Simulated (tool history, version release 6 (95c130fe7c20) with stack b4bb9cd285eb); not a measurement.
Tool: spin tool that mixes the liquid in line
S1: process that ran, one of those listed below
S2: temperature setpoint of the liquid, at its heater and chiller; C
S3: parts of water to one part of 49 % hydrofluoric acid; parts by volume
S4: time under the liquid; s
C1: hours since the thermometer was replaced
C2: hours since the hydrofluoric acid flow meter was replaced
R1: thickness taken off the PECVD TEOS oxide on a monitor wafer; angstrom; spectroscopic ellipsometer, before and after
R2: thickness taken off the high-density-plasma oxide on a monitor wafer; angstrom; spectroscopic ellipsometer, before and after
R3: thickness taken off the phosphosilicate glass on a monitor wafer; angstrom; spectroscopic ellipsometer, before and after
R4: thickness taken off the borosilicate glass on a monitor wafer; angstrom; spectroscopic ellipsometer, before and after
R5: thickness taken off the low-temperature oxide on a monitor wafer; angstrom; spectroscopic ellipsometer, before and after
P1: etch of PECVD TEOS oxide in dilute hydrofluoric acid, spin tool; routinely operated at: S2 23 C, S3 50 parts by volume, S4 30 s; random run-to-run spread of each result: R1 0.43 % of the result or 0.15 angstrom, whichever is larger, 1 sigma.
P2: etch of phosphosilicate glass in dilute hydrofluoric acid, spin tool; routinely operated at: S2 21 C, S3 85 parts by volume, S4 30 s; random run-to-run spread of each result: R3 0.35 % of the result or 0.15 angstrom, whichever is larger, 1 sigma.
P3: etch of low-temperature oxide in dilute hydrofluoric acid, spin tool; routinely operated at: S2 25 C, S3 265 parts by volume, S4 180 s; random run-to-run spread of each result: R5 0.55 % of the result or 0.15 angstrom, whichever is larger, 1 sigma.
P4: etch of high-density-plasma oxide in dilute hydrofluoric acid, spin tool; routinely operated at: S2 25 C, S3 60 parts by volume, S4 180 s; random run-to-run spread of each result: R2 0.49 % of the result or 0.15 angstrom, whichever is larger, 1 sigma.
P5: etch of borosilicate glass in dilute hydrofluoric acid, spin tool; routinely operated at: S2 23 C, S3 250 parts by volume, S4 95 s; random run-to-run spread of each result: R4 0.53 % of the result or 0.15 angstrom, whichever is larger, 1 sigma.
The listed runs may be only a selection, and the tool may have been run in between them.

{"run": 1, "hour": 6.9, "S1": "P1", "S2": 23, "S3": 50, "S4": 30, "C1": 760.7, "C2": 1039.8, "R1": 91.533}
{"run": 2, "hour": 18.5, "S1": "P1", "S2": 23, "S3": 20, "S4": 30, "C1": 772.3, "C2": 1051.4, "R1": 236.87}
{"run": 3, "hour": 24.5, "S1": "P1", "S2": 23, "S3": 70, "S4": 30, "C1": 778.3, "C2": 1057.4, "R1": 63.166}
{"run": 4, "hour": 34.9, "S1": "P4", "S2": 25, "S3": 60, "S4": 270, "C1": 788.7, "C2": 1067.8, "R2": 259.26}
{"run": 5, "hour": 43.8, "S1": "P1", "S2": 28.5, "S3": 50, "S4": 30, "C1": 797.6, "C2": 1076.7, "R1": 113.79}
{"run": 6, "hour": 52.0, "S1": "P2", "S2": 21, "S3": 85, "S4": 30, "C1": 805.8, "C2": 1084.9, "R3": 434.5}
{"run": 7, "hour": 64.2, "S1": "P1", "S2": 23, "S3": 50, "S4": 30, "C1": 818, "C2": 1097.1, "R1": 90.827}
{"run": 8, "hour": 70.3, "S1": "P1", "S2": 18, "S3": 50, "S4": 55, "C1": 824.1, "C2": 1103.2, "R1": 135.01}
{"run": 9, "hour": 77.1, "S1": "P2", "S2": 21, "S3": 85, "S4": 15, "C1": 830.9, "C2": 1110, "R3": 215.67}
{"run": 10, "hour": 88.3, "S1": "P1", "S2": 23, "S3": 50, "S4": 15, "C1": 842.1, "C2": 1121.2, "R1": 45.032}
{"run": 11, "hour": 95.7, "S1": "P5", "S2": 17, "S3": 250, "S4": 95, "C1": 849.5, "C2": 1128.6, "R4": 82.531}
{"run": 12, "hour": 103.7, "S1": "P1", "S2": 23, "S3": 50, "S4": 30, "C1": 857.5, "C2": 1136.6, "R1": 91.584}
{"hour": 107.6, "done": "thermometer replaced"}
{"run": 13, "hour": 112.4, "S1": "P1", "S2": 17, "S3": 50, "S4": 30, "C1": 4.9, "C2": 1145.3, "R1": 70.363}
{"run": 14, "hour": 120.9, "S1": "P5", "S2": 23, "S3": 250, "S4": 185, "C1": 13.4, "C2": 1153.8, "R4": 201.3}
{"run": 15, "hour": 131.3, "S1": "P1", "S2": 18.5, "S3": 50, "S4": 15, "C1": 23.8, "C2": 1164.2, "R1": 37.625}
{"run": 16, "hour": 137.0, "S1": "P3", "S2": 25, "S3": 265, "S4": 180, "C1": 29.5, "C2": 1169.9, "R5": 98.916}
{"run": 17, "hour": 142.7, "S1": "P3", "S2": 25, "S3": 265, "S4": 340, "C1": 35.2, "C2": 1175.6, "R5": 185.71}
{"run": 18, "hour": 153.5, "S1": "P4", "S2": 25, "S3": 85, "S4": 180, "C1": 46, "C2": 1186.4, "R2": 116.68}
{"run": 19, "hour": 160.5, "S1": "P1", "S2": 28, "S3": 50, "S4": 15, "C1": 53, "C2": 1193.4, "R1": 55.581}
{"run": 20, "hour": 171.2, "S1": "P3", "S2": 25, "S3": 265, "S4": 180, "C1": 63.7, "C2": 1204.1, "R5": 98.719}
{"run": 21, "hour": 183.7, "S1": "P3", "S2": 33, "S3": 265, "S4": 180, "C1": 76.2, "C2": 1216.6, "R5": 128.22}
{"run": 22, "hour": 190.2, "S1": "P2", "S2": 21, "S3": 85, "S4": 30, "C1": 82.7, "C2": 1223.1, "R3": 434.59}
{"run": 23, "hour": 199.1, "S1": "P5", "S2": 23, "S3": 250, "S4": 95, "C1": 91.6, "C2": 1232, "R4": 103.5}
{"hour": 205.7, "done": "hydrofluoric acid flow meter replaced"}
{"run": 24, "hour": 209.1, "S1": "P1", "S2": 23, "S3": 50, "S4": 30, "C1": 101.6, "C2": 3.4, "R1": 91.109}
{"run": 25, "hour": 219.6, "S1": "P4", "S2": 17, "S3": 60, "S4": 180, "C1": 112.1, "C2": 13.9, "R2": 124.27}
{"run": 26, "hour": 227.0, "S1": "P4", "S2": 25, "S3": 60, "S4": 180, "C1": 119.5, "C2": 21.3, "R2": 171.85}
{"run": 27, "hour": 233.4, "S1": "P1", "S2": 23, "S3": 50, "S4": 55, "C1": 125.9, "C2": 27.7, "R1": 166.27}
{"run": 28, "hour": 243.8, "S1": "P2", "S2": 17, "S3": 85, "S4": 30, "C1": 136.3, "C2": 38.1, "R3": 364.94}
{"run": 29, "hour": 254.0, "S1": "P5", "S2": 23, "S3": 75, "S4": 95, "C1": 146.5, "C2": 48.3, "R4": 419.33}
{"run": 30, "hour": 264.7, "S1": "P2", "S2": 21, "S3": 120, "S4": 30, "C1": 157.2, "C2": 59, "R3": 295.62}
{"run": 31, "hour": 271.3, "S1": "P3", "S2": 25, "S3": 395, "S4": 180, "C1": 163.8, "C2": 65.6, "R5": 57.843}
{"run": 32, "hour": 278.8, "S1": "P1", "S2": 23, "S3": 50, "S4": 30, "C1": 171.3, "C2": 73.1, "R1": 90.528}
{"run": 33, "hour": 287.6, "S1": "P1", "S2": 23, "S3": 50, "S4": 30, "C1": 180.1, "C2": 81.9, "R1": 90.223}
{"run": 34, "hour": 295.7, "S1": "P1", "S2": 23, "S3": 50, "S4": 30, "C1": 188.2, "C2": 90, "R1": 90.412}
{"run": 35, "hour": 303.0, "S1": "P1", "S2": 23, "S3": 50, "S4": 30, "C1": 195.5, "C2": 97.3, "R1": 93.451}
{"run": 36, "hour": 313.5, "S1": "P1", "S2": 23, "S3": 50, "S4": 30, "C1": 206, "C2": 107.8, "R1": 95.423}
{"run": 37, "hour": 319.1, "S1": "P1", "S2": 23, "S3": 50, "S4": 30, "C1": 211.6, "C2": 113.4, "R1": 95.601}
{"run": 38, "hour": 326.4, "S1": "P1", "S2": 23, "S3": 50, "S4": 30, "C1": 218.9, "C2": 120.7, "R1": 97.856}
{"run": 39, "hour": 335.0, "S1": "P1", "S2": 23, "S3": 50, "S4": 30, "C1": 227.5, "C2": 129.3, "R1": 97.43}
{"run": 40, "hour": 346.9, "S1": "P1", "S2": 23, "S3": 50, "S4": 30, "C1": 239.4, "C2": 141.2, "R1": 98.035}
{"run": 41, "hour": 359.1, "S1": "P1", "S2": 23, "S3": 50, "S4": 30, "C1": 251.6, "C2": 153.4, "R1": 97.898}
{"run": 42, "hour": 366.6, "S1": "P1", "S2": 23, "S3": 50, "S4": 30, "C1": 259.1, "C2": 160.9, "R1": 98.406}
{"run": 43, "hour": 378.5, "S1": "P1", "S2": 23, "S3": 50, "S4": 30, "C1": 271, "C2": 172.8, "R1": 98.393}

The log shows P1 creeping away from where it was. Any of the 2 causes listed here, at the size stated for it, fits the log just as well as the others:
A: hydrofluoric acid flow above the setpoint (%) = 8
B: liquid hotter than its thermometer reads (K) = 1.99
The gradual shift began around hour 295.7.

Of the 4 check runs below, each run on 2 wafers with the results averaged and each result still a question mark, which one would tell the listed causes apart?
{"run": "check 1", "hour": 390.4, "S1": "P4", "S2": 18.5, "S3": 60, "S4": 180, "R2": "?"}
{"run": "check 2", "hour": 390.4, "S1": "P2", "S2": 17, "S3": 110, "S4": 30, "R3": "?"}
{"run": "check 3", "hour": 390.4, "S1": "P3", "S2": 29.5, "S3": 265, "S4": 340, "R5": "?"}
{"run": "check 4", "hour": 390.4, "S1": "P5", "S2": 23, "S3": 90, "S4": 95, "R4": "?"}

Expected result of each check under each candidate cause:
check=check_1 result=R2 if_A=142.8 if_B=143.13
check=check_2 result=R3 if_A=300.69 if_B=299.89
check=check_3 result=R5 if_A=238.87 if_B=230.85
check=check_4 result=R4 if_A=373.72 if_B=371.58
Separation of the two closest causes in each check, using whichever result separates them best: check 1 0.23 %; check 2 0.27 %; check 3 3.41 %; check 4 0.57 %
The causes can be told apart only by check 3. The other checks would give nearly the same results under each of them.

Check 3 was then run and gave: R5 232.03 angstrom. Which cause is it?

It was cause B: liquid hotter than its thermometer reads (K).
